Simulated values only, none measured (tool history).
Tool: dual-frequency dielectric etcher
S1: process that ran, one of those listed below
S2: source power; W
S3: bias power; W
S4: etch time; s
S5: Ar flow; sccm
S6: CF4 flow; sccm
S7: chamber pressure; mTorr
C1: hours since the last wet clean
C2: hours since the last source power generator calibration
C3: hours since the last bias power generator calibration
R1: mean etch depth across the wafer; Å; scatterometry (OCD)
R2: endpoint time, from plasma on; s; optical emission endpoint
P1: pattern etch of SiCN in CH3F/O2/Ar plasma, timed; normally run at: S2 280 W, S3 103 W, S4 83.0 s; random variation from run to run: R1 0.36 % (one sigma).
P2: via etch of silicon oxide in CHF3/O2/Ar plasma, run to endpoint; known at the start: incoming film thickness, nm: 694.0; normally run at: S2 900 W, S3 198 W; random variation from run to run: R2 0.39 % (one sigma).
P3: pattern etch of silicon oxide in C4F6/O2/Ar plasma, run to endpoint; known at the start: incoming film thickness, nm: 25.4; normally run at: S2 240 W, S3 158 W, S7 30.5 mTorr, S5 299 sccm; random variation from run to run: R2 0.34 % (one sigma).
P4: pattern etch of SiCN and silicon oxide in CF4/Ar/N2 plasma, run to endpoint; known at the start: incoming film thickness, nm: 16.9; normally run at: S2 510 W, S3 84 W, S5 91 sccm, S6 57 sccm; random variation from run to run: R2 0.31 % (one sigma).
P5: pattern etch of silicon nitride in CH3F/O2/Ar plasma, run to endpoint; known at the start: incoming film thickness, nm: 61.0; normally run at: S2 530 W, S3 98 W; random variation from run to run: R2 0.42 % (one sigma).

run 1 hour=4.6 | S1=P1 S2=280 S3=103 S4=83.0 | C1=392.6 C2=1319.0 C3=1423.0 | R1=314.25
run 2 hour=12.8 | S1=P4 S2=510 S3=84 S5=91 S6=77 | C1=400.8 C2=1327.2 C3=1431.2 | R2=16.0880
run 3 hour=17.2 | S1=P1 S2=280 S3=103 S4=115.5 | C1=405.2 C2=1331.6 C3=1435.6 | R1=438.78
run 4 hour=24.1 | S1=P4 S2=510 S3=60 S5=91 S6=57 | C1=412.1 C2=1338.5 C3=1442.5 | R2=18.8110
run 5 hour=31.1 | S1=P4 S2=510 S3=84 S5=91 S6=57 | C1=419.1 C2=1345.5 C3=1449.5 | R2=16.8520
run 6 hour=38.1 | S1=P2 S2=900 S3=119 | C1=426.1 C2=1352.5 C3=1456.5 | R2=342.8800
run 7 hour=47.4 | S1=P4 S2=370 S3=84 S5=91 S6=57 | C1=435.4 C2=1361.8 C3=1465.8 | R2=22.4370
run 8 hour=52.1 | S1=P3 S2=240 S3=94 S5=299 S7=30.5 | C1=440.1 C2=1366.5 C3=1470.5 | R2=11.6970
run 9 hour=61.8 | S1=P5 S2=530 S3=132 | C1=449.8 C2=1376.2 C3=1480.2 | R2=62.2410
run 10 hour=69.2 | S1=P3 S2=160 S3=158 S5=299 S7=30.5 | C1=457.2 C2=1383.6 C3=1487.6 | R2=11.7440
run 11 hour=75.0 | S1=P1 S2=160 S3=103 S4=83.0 | C1=463.0 C2=1389.4 C3=1493.4 | R1=256.48
run 12 hour=82.4 | S1=P1 S2=280 S3=103 S4=83.0 | C1=470.4 C2=1396.8 C3=1500.8 | R1=316.02
run 13 hour=89.1 | S1=P4 S2=510 S3=84 S5=61 S6=57 | C1=477.1 C2=1403.5 C3=1507.5 | R2=15.8990
run 14 hour=96.9 | S1=P3 S2=240 S3=158 S5=359 S7=30.5 | C1=484.9 C2=1411.3 C3=1515.3 | R2=10.1910
run 15 hour=104.3 | S1=P1 S2=280 S3=103 S4=83.0 | C1=492.3 C2=1418.7 C3=1522.7 | R1=314.83
run 16 hour=113.8 | S1=P5 S2=530 S3=98 | C1=501.8 C2=1428.2 C3=1532.2 | R2=70.1220
run 17 hour=121.8 | S1=P1 S2=280 S3=82 S4=83.0 | C1=509.8 C2=1436.2 C3=1540.2 | R1=286.49
run 18 hour=128.6 | S1=P1 S2=390 S3=103 S4=83.0 | C1=516.6 C2=1443.0 C3=1547.0 | R1=355.11
run 19 hour=137.6 | S1=P3 S2=240 S3=158 S5=299 S7=30.5 | C1=525.6 C2=1452.0 C3=1556.0 | R2=9.9544
run 20 hour=146.7 | S1=P1 S2=280 S3=103 S4=83.0 | C1=534.7 C2=1461.1 C3=1565.1 | R1=314.15
run 21 hour=154.9 | S1=P2 S2=900 S3=198 | C1=542.9 C2=1469.3 C3=1573.3 | R2=292.2900
run 22 hour=163.3 | S1=P1 S2=170 S3=103 S4=59.0 | C1=551.3 C2=1477.7 C3=1581.7 | R1=187.21
run 23 hour=172.8 | S1=P2 S2=900 S3=198 | C1=560.8 C2=1487.2 C3=1591.2 | R2=292.9300
run 24 hour=182.1 | S1=P5 S2=730 S3=98 | C1=570.1 C2=1496.5 C3=1600.5 | R2=61.9570
run 25 hour=186.6 | S1=P1 S2=280 S3=103 S4=45.5 | C1=574.6 C2=1501.0 C3=1605.0 | R1=173.51
run 26 hour=191.1 | S1=P1 S2=280 S3=103 S4=83.0 | C1=579.1 C2=1505.5 C3=1609.5 | R1=314.49
run 27 hour=200.3 | S1=P1 S2=280 S3=103 S4=83.0 | C1=588.3 C2=1514.7 C3=1618.7 | R1=315.94
run 28 hour=208.3 | S1=P2 S2=610 S3=198 | C1=596.3 C2=1522.7 C3=1626.7 | R2=340.0500
run 29 hour=214.6 | S1=P1 S2=280 S3=127 S4=83.0 | C1=602.6 C2=1529.0 C3=1633.0 | R1=341.16
run 30 hour=223.5 | S1=P3 S2=240 S3=158 S5=299 S7=38.0 | C1=611.5 C2=1537.9 C3=1641.9 | R2=10.2950
run 31 hour=230.4 | S1=P1 S2=280 S3=103 S4=83.0 | C1=618.4 C2=1544.8 C3=1648.8 | R1=316.12
run 32 hour=239.4 | S1=P1 S2=280 S3=103 S4=83.0 | C1=627.4 C2=1553.8 C3=1657.8 | R1=311.92
run 33 hour=243.8 | S1=P1 S2=280 S3=103 S4=83.0 | C1=631.8 C2=1558.2 C3=1662.2 | R1=311.10
run 34 hour=251.6 | S1=P1 S2=280 S3=103 S4=83.0 | C1=639.6 C2=1566.0 C3=1670.0 | R1=310.38
run 35 hour=260.5 | S1=P1 S2=280 S3=103 S4=83.0 | C1=648.5 C2=1574.9 C3=1678.9 | R1=309.77
run 36 hour=268.5 | S1=P1 S2=280 S3=103 S4=83.0 | C1=656.5 C2=1582.9 C3=1686.9 | R1=308.58

The next listed run, before its measurement:
-- hour=276.0 wet clean of the chamber
run 37 hour=277.2 | S1=P1 S2=280 S3=103 S4=83.0 | C1=1.3 C2=1591.6 C3=1695.6 | R1=?

R1: 310.21 Å

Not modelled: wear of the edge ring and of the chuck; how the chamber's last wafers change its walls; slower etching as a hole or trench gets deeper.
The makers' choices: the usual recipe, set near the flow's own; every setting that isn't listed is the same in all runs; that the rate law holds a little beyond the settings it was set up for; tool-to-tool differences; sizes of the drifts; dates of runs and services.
